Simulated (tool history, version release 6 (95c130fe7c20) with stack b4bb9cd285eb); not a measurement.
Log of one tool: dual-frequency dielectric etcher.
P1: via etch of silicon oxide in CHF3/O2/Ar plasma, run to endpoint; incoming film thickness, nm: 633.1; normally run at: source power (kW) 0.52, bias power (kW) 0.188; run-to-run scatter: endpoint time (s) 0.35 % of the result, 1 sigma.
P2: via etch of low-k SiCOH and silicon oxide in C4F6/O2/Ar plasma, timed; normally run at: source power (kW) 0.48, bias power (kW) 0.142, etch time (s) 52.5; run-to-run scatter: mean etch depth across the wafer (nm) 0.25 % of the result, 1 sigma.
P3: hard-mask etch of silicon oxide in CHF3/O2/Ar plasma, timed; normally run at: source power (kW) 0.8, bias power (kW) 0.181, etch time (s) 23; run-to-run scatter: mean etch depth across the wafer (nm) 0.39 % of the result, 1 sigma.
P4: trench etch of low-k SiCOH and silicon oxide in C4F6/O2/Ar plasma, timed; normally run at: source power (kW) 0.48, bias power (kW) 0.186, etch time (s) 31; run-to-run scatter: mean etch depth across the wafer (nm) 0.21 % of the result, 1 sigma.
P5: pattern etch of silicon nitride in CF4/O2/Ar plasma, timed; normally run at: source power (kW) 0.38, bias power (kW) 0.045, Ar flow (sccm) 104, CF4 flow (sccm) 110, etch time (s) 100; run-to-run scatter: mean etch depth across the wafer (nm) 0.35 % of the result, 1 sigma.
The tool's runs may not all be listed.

| run | day | process that ran | source power (kW) | bias power (kW) | etch time (s) | Ar flow (sccm) | CF4 flow (sccm) | hours since the last wet clean | hours since the last source power generator calibration | hours since the last bias power generator calibration | endpoint time (s) | mean etch depth across the wafer (nm) |
|---|---|---|---|---|---|---|---|---|---|---|---|---|
| 1 | 0.588 | P1 | 0.52 | 0.188 |  |  |  | 118.7 | 2113.5 | 606.4 | 326.47 |  |
| 2 | 1.067 | P4 | 0.48 | 0.186 | 31 |  |  | 130.2 | 2125 | 617.9 |  | 105.37 |
| 3 | 1.392 | P2 | 0.48 | 0.182 | 52.5 |  |  | 138 | 2132.8 | 625.7 |  | 148.63 |
| 4 | 1.942 | P1 | 0.52 | 0.188 |  |  |  | 151.2 | 2146 | 638.9 | 326.56 |  |
| 5 | 2.55 | P3 | 0.8 | 0.225 | 23 |  |  | 165.8 | 2160.6 | 653.5 |  | 54.201 |
| 6 | 2.975 | P3 | 0.8 | 0.181 | 30.5 |  |  | 176 | 2170.8 | 663.7 |  | 66.441 |
| 7 | 3.371 | P1 | 0.52 | 0.188 |  |  |  | 185.5 | 2180.3 | 673.2 | 326.68 |  |
| 8 | 3.808 | P3 | 0.62 | 0.181 | 23 |  |  | 196 | 2190.8 | 683.7 |  | 45.309 |
| 9 | 4.321 | P1 | 0.34 | 0.188 |  |  |  | 208.3 | 2203.1 | 696 | 383.93 |  |
| 10 | 4.942 | P1 | 0.52 | 0.239 |  |  |  | 223.2 | 2218 | 710.9 | 300.24 |  |
| 11 | 5.304 | P4 | 0.48 | 0.186 | 47 |  |  | 231.9 | 2226.7 | 719.6 |  | 159.94 |
| 12 | 5.821 | P2 | 0.48 | 0.142 | 31.5 |  |  | 244.3 | 2239.1 | 732 |  | 82.694 |
| 13 | 6.454 | P5 | 0.38 | 0.045 | 136.5 | 104 | 110 | 259.5 | 2254.3 | 747.2 |  | 197.2 |
| 14 | 7.004 | P2 | 0.35 | 0.142 | 52.5 |  |  | 272.7 | 2267.5 | 760.4 |  | 121.83 |
| 15 | 7.308 | P5 | 0.38 | 0.045 | 100 | 104 | 110 | 280 | 2274.8 | 767.7 |  | 144.49 |
| 16 | 7.642 | P5 | 0.38 | 0.045 | 100 | 104 | 132 | 288 | 2282.8 | 775.7 |  | 148.24 |
| 17 | 8 | P5 | 0.38 | 0.045 | 100 | 69 | 110 | 296.6 | 2291.4 | 784.3 |  | 151.26 |
| 18 | 8.546 | P2 | 0.48 | 0.142 | 52.5 |  |  | 309.7 | 2304.5 | 797.4 |  | 138.07 |
| 19 | 9.021 | P4 | 0.65 | 0.186 | 31 |  |  | 321.1 | 2315.9 | 808.8 |  | 118.5 |
| 20 | 9.488 | P5 | 0.38 | 0.045 | 100 | 104 | 110 | 332.3 | 2327.1 | 820 |  | 144.25 |
| 21 | 9.783 | P4 | 0.48 | 0.186 | 31 |  |  | 339.4 | 2334.2 | 827.1 |  | 105.45 |
| 22 | 10.133 | P3 | 0.8 | 0.181 | 23 |  |  | 347.8 | 2342.6 | 835.5 |  | 50.027 |
| 23 | 10.5 | P1 | 0.63 | 0.188 |  |  |  | 356.6 | 2351.4 | 844.3 | 303.81 |  |
| 24 | 10.833 | P5 | 0.38 | 0.028 | 100 | 104 | 110 | 364.6 | 2359.4 | 852.3 |  | 121.9 |
| 25 | 11.188 | P1 | 0.52 | 0.113 |  |  |  | 373.1 | 2367.9 | 860.8 | 384.48 |  |
| 26 | 11.646 | P1 | 0.32 | 0.136 |  |  |  | 384.1 | 2378.9 | 871.8 | 437.97 |  |
| 27 | 12.158 | P5 | 0.28 | 0.045 | 100 | 104 | 110 | 396.4 | 2391.2 | 884.1 |  | 110.18 |
| 28 | 12.733 | P1 | 0.38 | 0.226 |  |  |  | 410.2 | 2405 | 897.9 | 344.55 |  |
| 29 | 13.133 | P4 | 0.48 | 0.246 | 31 |  |  | 419.8 | 2414.6 | 907.5 |  | 115.46 |
| 30 | 13.621 | P1 | 0.62 | 0.145 |  |  |  | 431.5 | 2426.3 | 919.2 | 331.53 |  |
| 31 | 13.933 | P1 | 0.52 | 0.188 |  |  |  | 439 | 2433.8 | 926.7 | 327.95 |  |
| 32 | 14.329 | P1 | 0.52 | 0.188 |  |  |  | 448.5 | 2443.3 | 936.2 | 326.16 |  |
| 33 | 14.65 | P1 | 0.52 | 0.188 |  |  |  | 456.2 | 2451 | 943.9 | 330.07 |  |
| 34 | 15.171 | P1 | 0.52 | 0.188 |  |  |  | 468.7 | 2463.5 | 956.4 | 329.29 |  |
| 35 | 15.696 | P1 | 0.52 | 0.188 |  |  |  | 481.3 | 2476.1 | 969 | 330.56 |  |
| 36 | 15.979 | P1 | 0.52 | 0.188 |  |  |  | 488.1 | 2482.9 | 975.8 | 330.63 |  |
| 37 | 16.35 | P1 | 0.52 | 0.188 |  |  |  | 497 | 2491.8 | 984.7 | 332.43 |  |
| 38 | 16.804 | P1 | 0.52 | 0.188 |  |  |  | 507.9 | 2502.7 | 995.6 | 331.39 |  |
| 39 | 17.446 | P1 | 0.52 | 0.188 |  |  |  | 523.3 | 2518.1 | 1011 | 331.53 |  |
|  | 17.675 | wet clean of the chamber |
| 40 | 17.825 | P1 | 0.52 | 0.188 |  |  |  | 3.6 | 2527.2 | 1020.1 | 333.31 |  |
| 41 | 18.196 | P1 | 0.52 | 0.188 |  |  |  | 12.5 | 2536.1 | 1029 | 334.23 |  |
| 42 | 18.792 | P1 | 0.52 | 0.188 |  |  |  | 26.8 | 2550.4 | 1043.3 | 331.49 |  |

What P1 gives has crept away from where it was. These 2 causes fit the log equally well, each at the size given:
A: source power that arrives under what is set, % = 4.46
B: bias power that arrives under what is set, % = 4.96
The creep began at about day 14.329.
Why every other cause is out:
chamber walls in a state that lowers the etch rate, %: serviced at day 17.675, which brought nothing back

4 check runs are offered, each on 2 wafers whose results are averaged, their results left as question marks. Which one tells the causes apart?
| check 1 | 19.388 | P3 | 0.8 | 0.181 | 23 |  |  |  |  |  |  | ? |
| check 2 | 19.388 | P5 | 0.38 | 0.045 | 100 | 104 | 110 |  |  |  |  | ? |
| check 3 | 19.388 | P4 | 0.48 | 0.186 | 31 |  |  |  |  |  |  | ? |
| check 4 | 19.388 | P2 | 0.48 | 0.142 | 52.5 |  |  |  |  |  |  | ? |

What each check would give under each cause:
| check | result | if A | if B |
|---|---|---|---|
| check 1 | mean etch depth across the wafer (nm) | 49.24 | 49.282 |
| check 2 | mean etch depth across the wafer (nm) | 138.93 | 141.88 |
| check 3 | mean etch depth across the wafer (nm) | 103.57 | 103.77 |
| check 4 | mean etch depth across the wafer (nm) | 135.23 | 135.67 |
How far apart the two closest causes lie, in the result that separates them most: check 1 0.09 %; check 2 2.1 %; check 3 0.19 %; check 4 0.32 %
Check 2 tells the causes apart: in the others they would give nearly the same result.

Then check 2 was run and gave: mean etch depth across the wafer (nm) 139.75. Which cause is it?

It is A: source power that arrives under what is set, %.

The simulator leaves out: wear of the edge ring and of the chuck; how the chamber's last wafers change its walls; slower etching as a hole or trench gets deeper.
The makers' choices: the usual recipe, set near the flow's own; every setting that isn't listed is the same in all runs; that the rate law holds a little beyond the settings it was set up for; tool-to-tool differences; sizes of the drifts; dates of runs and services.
